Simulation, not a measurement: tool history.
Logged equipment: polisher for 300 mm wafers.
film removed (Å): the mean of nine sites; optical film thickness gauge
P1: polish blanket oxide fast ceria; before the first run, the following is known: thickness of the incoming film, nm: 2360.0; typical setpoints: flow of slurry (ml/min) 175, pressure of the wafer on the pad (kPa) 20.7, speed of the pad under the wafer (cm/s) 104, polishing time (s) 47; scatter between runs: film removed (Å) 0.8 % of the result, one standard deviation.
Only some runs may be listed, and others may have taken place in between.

| run | hour | flow of slurry (ml/min) | pressure of the wafer on the pad (kPa) | speed of the pad under the wafer (cm/s) | polishing time (s) | film removed (Å) |
|---|---|---|---|---|---|---|
| 1 | 6.8 | 175 | 20.7 | 104 | 47 | 9663.7 |
| 2 | 11.6 | 105 | 20.7 | 104 | 47 | 8848.5 |
| 3 | 20.1 | 175 | 30.3 | 104 | 47 | 14326.0 |
|  | 22.1 | slurry nozzle cleaned |
| 4 | 26.7 | 175 | 20.7 | 104 | 47 | 9643.0 |
| 5 | 33.9 | 175 | 20.7 | 104 | 47 | 9771.2 |
| 6 | 38.6 | 175 | 20.7 | 104 | 23 | 4755.1 |
| 7 | 47.6 | 175 | 20.7 | 104 | 47 | 9727.2 |
| 8 | 56.2 | 175 | 20.7 | 46 | 47 | 4340.6 |
| 9 | 63.3 | 175 | 20.7 | 158 | 31 | 9717.8 |
| 10 | 70.0 | 175 | 20.7 | 164 | 47 | 15287.0 |
| 11 | 79.3 | 175 | 11.0 | 104 | 47 | 5101.2 |
| 12 | 89.6 | 175 | 20.7 | 104 | 66 | 13530.0 |
| 13 | 96.5 | 130 | 15.2 | 104 | 47 | 6704.8 |
| 14 | 104.5 | 175 | 20.7 | 104 | 47 | 9701.3 |
| 15 | 112.0 | 260 | 20.7 | 104 | 47 | 10303.0 |
| 16 | 121.4 | 175 | 20.7 | 104 | 47 | 9802.1 |
| 17 | 129.8 | 175 | 20.7 | 104 | 47 | 9641.3 |
| 18 | 139.1 | 175 | 20.7 | 104 | 47 | 9383.6 |

Run 19 is up next; what results do you expect?
| 19 | 145.3 | 175 | 20.7 | 104 | 47 | ? |

{"run 19": {"film removed (Å)": 9108.9}}
